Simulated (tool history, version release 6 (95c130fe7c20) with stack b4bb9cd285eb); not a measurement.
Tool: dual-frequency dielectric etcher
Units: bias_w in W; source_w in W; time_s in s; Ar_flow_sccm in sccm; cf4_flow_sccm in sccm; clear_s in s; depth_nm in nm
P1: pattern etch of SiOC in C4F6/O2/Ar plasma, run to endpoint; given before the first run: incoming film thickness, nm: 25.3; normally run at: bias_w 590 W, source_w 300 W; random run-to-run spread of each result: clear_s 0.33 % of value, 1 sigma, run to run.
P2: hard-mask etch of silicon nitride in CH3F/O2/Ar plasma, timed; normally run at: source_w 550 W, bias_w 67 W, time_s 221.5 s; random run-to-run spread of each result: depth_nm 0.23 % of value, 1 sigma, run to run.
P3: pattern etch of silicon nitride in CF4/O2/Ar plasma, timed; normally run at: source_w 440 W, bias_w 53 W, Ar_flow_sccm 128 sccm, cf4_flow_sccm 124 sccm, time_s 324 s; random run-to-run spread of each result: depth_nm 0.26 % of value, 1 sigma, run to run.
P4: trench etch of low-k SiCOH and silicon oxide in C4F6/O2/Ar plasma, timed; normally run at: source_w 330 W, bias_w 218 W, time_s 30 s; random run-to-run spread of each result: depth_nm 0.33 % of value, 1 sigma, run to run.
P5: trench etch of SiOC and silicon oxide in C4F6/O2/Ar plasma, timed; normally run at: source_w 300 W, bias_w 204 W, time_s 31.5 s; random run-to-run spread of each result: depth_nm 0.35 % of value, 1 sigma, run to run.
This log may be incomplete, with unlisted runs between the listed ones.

run,day,process,bias_w,source_w,time_s,Ar_flow_sccm,cf4_flow_sccm,clear_s,depth_nm
1,0.175,P1,590,300,,,,8.7933,
2,0.433,P1,590,300,,,,8.7199,
3,0.604,P2,51,550,221.5,,,,157.55
4,0.758,P1,590,390,,,,7.9844,
# day 0.871: bias power generator calibrated
5,0.9,P1,590,300,,,,8.7569,
6,1.154,P1,590,300,,,,8.8289,
7,1.354,P4,218,330,30,,,,91.021
8,1.546,P1,423,300,,,,9.9566,
9,1.758,P3,53,440,324,128,90,,536.74
10,2.025,P3,53,440,324,174,124,,534.72
11,2.296,P2,67,550,170.5,,,,133.2
12,2.571,P1,765,380,,,,7.2694,
13,2.742,P5,274,300,31.5,,,,64.201
14,2.996,P5,204,300,31.5,,,,58.092
15,3.154,P1,590,300,,,,8.7582,
16,3.317,P3,42,440,324,128,124,,511.62
17,3.496,P3,53,440,324,128,124,,555.69
18,3.625,P1,590,200,,,,10.172,
19,3.817,P3,53,440,468,128,124,,802.96
20,3.962,P1,590,300,,,,8.7668,
21,4.192,P5,204,300,18,,,,33.264
22,4.442,P4,218,330,19,,,,57.799
23,4.725,P2,67,550,221.5,,,,172.18
24,4.933,P4,294,330,30,,,,100.48
25,5.183,P1,483,220,,,,10.578,
26,5.471,P1,811,300,,,,7.6866,
27,5.625,P4,218,200,30,,,,74.906
28,5.879,P2,67,440,221.5,,,,157.95
29,6.021,P3,53,540,324,128,124,,667.21
30,6.212,P3,53,440,324,128,124,,555.77
31,6.388,P5,204,410,31.5,,,,65.147
32,6.633,P1,590,300,,,,8.7459,
33,6.888,P1,590,300,,,,8.679,
34,7.158,P1,590,300,,,,8.6275,
# day 7.246: wet clean of the chamber
35,7.404,P1,590,300,,,,8.5786,
36,7.667,P1,590,300,,,,8.5972,
37,7.883,P1,590,300,,,,8.6564,
38,8.033,P1,590,300,,,,8.6238,
39,8.283,P1,590,300,,,,8.6027,

What P1 gives has crept away from where it was. These 2 causes fit the log equally well, each at the size given:
A: source power that arrives over what is set, % = 4.67
B: bias power that arrives over what is set, % = 4.39
At approximately day 6.633, the process output began to creep.
Each remaining cause and why it is not a fit:
chamber walls in a state that raises the etch rate, %: maintenance at day 7.246, after the shift began, did not return the process to its former output

Listed below are the offered check runs, one wafer per run, with question marks in place of results. For which of them would the causes give clearly different outcomes?
check 1,8.533,P5,204,350,22.5,,,,?
check 2,8.533,P3,53,440,380,128,124,,?
check 3,8.533,P4,218,230,21,,,,?
check 4,8.533,P2,67,440,221.5,,,,?

What every check run would give for each of its results, assuming each possible cause in turn:
check,result,if A,if B
check 1,depth_nm,44.628,44.475
check 2,depth_nm,680.51,664.96
check 3,depth_nm,56.573,56.421
check 4,depth_nm,161.04,160.56
Gap, in per cent, between the two causes that each check separates least, read from the result that separates them most: check 1 0.34 %; check 2 2.31 %; check 3 0.27 %; check 4 0.3 %
Check 2 distinguishes between the causes, while the remaining checks would return nearly the same result for all of them.

Here is what check 2 returned: depth_nm 664.39 nm. Which cause is it?

Of the candidate causes, it is B: bias power that arrives over what is set, %.

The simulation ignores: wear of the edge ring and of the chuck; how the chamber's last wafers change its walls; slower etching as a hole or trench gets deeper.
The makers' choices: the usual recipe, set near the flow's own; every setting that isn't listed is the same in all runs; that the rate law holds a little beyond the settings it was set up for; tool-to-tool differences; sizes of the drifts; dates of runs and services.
